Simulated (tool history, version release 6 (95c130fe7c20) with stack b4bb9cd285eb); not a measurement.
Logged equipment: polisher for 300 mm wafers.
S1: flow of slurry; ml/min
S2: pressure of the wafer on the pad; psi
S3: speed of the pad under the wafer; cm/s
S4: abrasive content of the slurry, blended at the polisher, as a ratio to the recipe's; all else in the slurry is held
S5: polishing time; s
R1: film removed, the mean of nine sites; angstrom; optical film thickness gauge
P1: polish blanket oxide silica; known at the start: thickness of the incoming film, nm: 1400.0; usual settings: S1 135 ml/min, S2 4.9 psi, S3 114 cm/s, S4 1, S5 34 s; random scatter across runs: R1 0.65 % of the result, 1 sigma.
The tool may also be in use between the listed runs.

run 1 day=0.412 | S1=135 S2=4.9 S3=114 S4=1 S5=34 | R1=1298.6
run 2 day=0.879 | S1=135 S2=4.9 S3=114 S4=1.25 S5=34 | R1=1443.2
run 3 day=1.417 | S1=135 S2=4.9 S3=168 S4=1 S5=34 | R1=1779.9
run 4 day=1.733 | S1=135 S2=4.9 S3=114 S4=1 S5=34 | R1=1302
run 5 day=1.996 | S1=135 S2=6.6 S3=114 S4=1 S5=25 | R1=1285
run 6 day=2.288 | S1=135 S2=4.9 S3=114 S4=1 S5=50 | R1=1901.8
run 7 day=2.542 | S1=135 S2=4.9 S3=114 S4=1 S5=34 | R1=1289.7
run 8 day=2.804 | S1=135 S2=4.9 S3=114 S4=1 S5=15 | R1=573.9
run 9 day=3.154 | S1=205 S2=4.9 S3=114 S4=1 S5=34 | R1=1386.3
run 10 day=3.575 | S1=135 S2=2.9 S3=114 S4=1 S5=34 | R1=770.59
run 11 day=3.817 | S1=135 S2=4.9 S3=54 S4=1 S5=34 | R1=712.47
run 12 day=4.267 | S1=135 S2=4.9 S3=114 S4=0.6 S5=34 | R1=995.08
run 13 day=4.696 | S1=135 S2=7.4 S3=114 S4=1 S5=34 | R1=1962.3
run 14 day=5.196 | S1=80 S2=4.9 S3=114 S4=1 S5=34 | R1=1146.9
run 15 day=5.538 | S1=135 S2=4.9 S3=114 S4=1 S5=34 | R1=1291.3
run 16 day=5.788 | S1=135 S2=4.9 S3=114 S4=1 S5=34 | R1=1301.2
run 17 day=6.312 | S1=135 S2=4.9 S3=114 S4=1 S5=34 | R1=1291.1
run 18 day=6.8 | S1=135 S2=4.9 S3=114 S4=1 S5=34 | R1=1248.6
run 19 day=7.092 | S1=135 S2=4.9 S3=114 S4=1 S5=34 | R1=1225.1

Run 20, settings as shown, results not yet in. Your forecast:
run 20 day=7.396 | S1=135 S2=4.9 S3=114 S4=1 S5=34 | R1=?

R1: 1213 angstrom

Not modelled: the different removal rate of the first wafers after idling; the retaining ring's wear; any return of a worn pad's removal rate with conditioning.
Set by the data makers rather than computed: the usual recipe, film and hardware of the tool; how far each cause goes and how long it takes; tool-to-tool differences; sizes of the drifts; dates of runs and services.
